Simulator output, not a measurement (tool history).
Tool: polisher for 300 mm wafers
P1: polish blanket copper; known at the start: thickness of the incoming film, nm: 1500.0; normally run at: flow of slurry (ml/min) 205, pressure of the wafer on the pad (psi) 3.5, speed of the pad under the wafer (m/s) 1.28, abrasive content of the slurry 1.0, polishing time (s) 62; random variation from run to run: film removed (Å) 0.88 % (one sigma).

run,day,flow of slurry (ml/min),pressure of the wafer on the pad (psi),speed of the pad under the wafer (m/s),abrasive content of the slurry,polishing time (s),wafers polished on this pad,hours since the slurry nozzle was cleaned,hours since the head pressure was calibrated,hours since the slurry blender was calibrated,film removed (Å)
1,0.350,205,3.5,1.28,1.0,62,722,87.0,148.9,290.6,2877.3
2,0.821,300,3.5,1.28,1.0,31,841,98.3,160.2,301.9,1518.6
3,1.104,255,3.5,1.28,1.0,62,913,105.1,167.0,308.7,2956.8
4,1.704,205,3.5,0.60,1.0,62,1065,119.5,181.4,323.1,1347.2
5,2.117,205,3.5,1.28,1.0,92,1170,129.4,191.3,333.0,4241.4
6,2.729,205,5.0,0.82,1.0,62,1325,144.1,206.0,347.7,2660.4
7,3.317,125,3.5,1.28,1.0,62,1473,158.2,220.1,361.8,2625.6
8,3.738,205,3.5,1.28,1.0,43,1580,168.3,230.2,371.9,2037.5
9,4.325,205,4.9,1.28,1.0,62,1729,182.4,244.3,386.0,4064.8
10,4.758,205,3.5,1.28,1.0,62,1838,192.8,254.7,396.4,2885.7
11,5.262,205,3.5,1.28,1.0,62,1966,204.9,266.8,408.5,2849.9
12,5.771,205,3.5,1.98,1.0,62,2095,217.1,279.0,420.7,4482.4
13,6.221,205,2.1,1.28,1.0,62,2209,227.9,289.8,431.5,1734.3
14,6.517,205,3.5,1.28,1.0,62,2284,235.0,296.9,438.6,2860.3
15,7.125,205,3.5,1.28,1.5,62,2438,249.6,311.5,453.2,3114.9
16,7.462,205,3.5,1.28,0.5,62,2523,257.7,319.6,461.3,2533.5
17,7.938,205,5.2,1.28,0.7,62,2643,269.1,331.0,472.7,3946.7

Forecast run 18:
18,8.342,205,3.5,1.28,1.0,62,2746,278.8,340.7,482.4,?

Run 18 gave film removed (Å) 2921.7.
